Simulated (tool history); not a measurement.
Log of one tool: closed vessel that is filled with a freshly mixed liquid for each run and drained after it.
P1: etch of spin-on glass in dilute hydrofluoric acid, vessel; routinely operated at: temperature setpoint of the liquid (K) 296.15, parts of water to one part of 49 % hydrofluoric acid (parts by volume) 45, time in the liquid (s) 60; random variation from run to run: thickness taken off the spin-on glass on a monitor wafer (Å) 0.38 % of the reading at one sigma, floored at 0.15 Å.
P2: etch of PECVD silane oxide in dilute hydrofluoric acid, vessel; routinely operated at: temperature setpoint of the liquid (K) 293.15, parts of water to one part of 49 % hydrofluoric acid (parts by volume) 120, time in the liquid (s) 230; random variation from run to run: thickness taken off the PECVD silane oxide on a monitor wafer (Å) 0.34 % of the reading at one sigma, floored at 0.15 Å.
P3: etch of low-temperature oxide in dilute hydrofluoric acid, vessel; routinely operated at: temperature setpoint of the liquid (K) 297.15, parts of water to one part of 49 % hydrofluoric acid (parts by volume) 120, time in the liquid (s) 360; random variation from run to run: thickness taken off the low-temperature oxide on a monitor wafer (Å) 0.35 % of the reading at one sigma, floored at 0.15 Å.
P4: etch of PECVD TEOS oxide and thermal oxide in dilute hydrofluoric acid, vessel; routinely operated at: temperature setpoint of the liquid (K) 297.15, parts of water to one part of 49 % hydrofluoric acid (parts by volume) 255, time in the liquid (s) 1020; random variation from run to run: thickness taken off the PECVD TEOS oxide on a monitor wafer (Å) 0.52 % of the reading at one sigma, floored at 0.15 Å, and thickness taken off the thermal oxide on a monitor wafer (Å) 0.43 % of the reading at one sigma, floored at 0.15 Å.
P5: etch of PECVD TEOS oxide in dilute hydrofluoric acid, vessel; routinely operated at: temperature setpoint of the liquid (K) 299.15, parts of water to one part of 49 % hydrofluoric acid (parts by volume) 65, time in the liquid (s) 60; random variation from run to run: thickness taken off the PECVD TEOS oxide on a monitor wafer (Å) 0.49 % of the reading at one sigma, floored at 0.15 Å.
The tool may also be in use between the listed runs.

run   hour  process that ran  temperature setpoint of the liquid (K)  parts of water to one part of 49 % hydrofluoric acid (parts by volume)  time in the liquid (s)  hours since the thermometer was replaced  hours since the hydrofluoric acid flow meter was replaced  thickness taken off the spin-on glass on a monitor wafer (Å)  thickness taken off the PECVD TEOS oxide on a monitor wafer (Å)  thickness taken off the PECVD silane oxide on a monitor wafer (Å)  thickness taken off the low-temperature oxide on a monitor wafer (Å)  thickness taken off the thermal oxide on a monitor wafer (Å)
  1   14.3                P1                                  296.15                                                                      45                      60                                     450.6                                                     1022.1                                                        461.34
  2   26.3                P5                                  299.15                                                                      65                      30                                     462.6                                                     1034.1                                                                                                                         99.027
  3   35.5                P5                                  299.15                                                                      65                      60                                     471.8                                                     1043.3                                                                                                                         200.17
  4   44.3                P1                                  291.65                                                                      45                      60                                     480.6                                                     1052.1                                                        383.75
  5   59.5                P1                                  299.65                                                                      45                      30                                     495.8                                                     1067.3                                                        265.48
  6   76.2                P1                                  304.15                                                                      45                      30                                     512.5                                                       1084                                                        317.16
  7   86.3                P5                                  302.65                                                                      65                      60                                     522.6                                                     1094.1                                                                                                                         228.92
  8   99.4                P2                                  293.15                                                                     120                     230                                     535.7                                                     1107.2                                                                                                                                                                                            341.06
  9  112.7                P1                                  296.15                                                                      45                      30                                       549                                                     1120.5                                                        230.38
 10  129.7                P3                                  297.15                                                                      45                     360                                       566                                                     1137.5                                                                                                                                                                                                                                                                  951.18
 11  145.9                P1                                  296.15                                                                      45                      60                                     582.2                                                     1153.7                                                        460.57
 12  164.1                P3                                  297.15                                                                     120                     360                                     600.4                                                     1171.9                                                                                                                                                                                                                                                                  325.77
 13  182.4                P4                                  297.15                                                                     255                    1020                                     618.7                                                     1190.2                                                                                                                         308.07                                                                                                                                                                                                 150.13
 14  196.1                P1                                  296.15                                                                      20                      60                                     632.4                                                     1203.9                                                        1070.9
 15  212.8                P3                                  297.15                                                                     120                      45                                     649.1                                                     1220.6                                                                                                                                                                                                                                                                   40.61
 16  221.5                P4                                  305.65                                                                     255                    1020                                     657.8                                                     1229.3                                                                                                                         413.68                                                                                                                                                                                                 199.68
 17  234.9                P1                                  296.15                                                                      45                      60                                     671.2                                                     1242.7                                                        460.47
 18  243.9                P1                                  302.65                                                                      45                      60                                     680.2                                                     1251.7                                                        598.37
 19  255.7                P4                                  297.15                                                                     145                    1020                                       692                                                     1263.5                                                                                                                         621.56                                                                                                                                                                                                 297.92
 20  272.2                P5                                  299.15                                                                      65                      60                                     708.5                                                       1280                                                                                                                         199.89
 21  288.8                P2                                  293.15                                                                     120                     230                                     725.1                                                     1296.6                                                                                                                                                                                            342.72
 22  298.2                P2                                  293.15                                                                     120                      30                                     734.5                                                       1306                                                                                                                                                                                            44.365

Forecast run 23:
 23  316.5                P1                                  296.15                                                                      45                      95                                     752.8                                                     1324.3                                                             ?

{"run 23": {"thickness taken off the spin-on glass on a monitor wafer (Å)": 730.8}}

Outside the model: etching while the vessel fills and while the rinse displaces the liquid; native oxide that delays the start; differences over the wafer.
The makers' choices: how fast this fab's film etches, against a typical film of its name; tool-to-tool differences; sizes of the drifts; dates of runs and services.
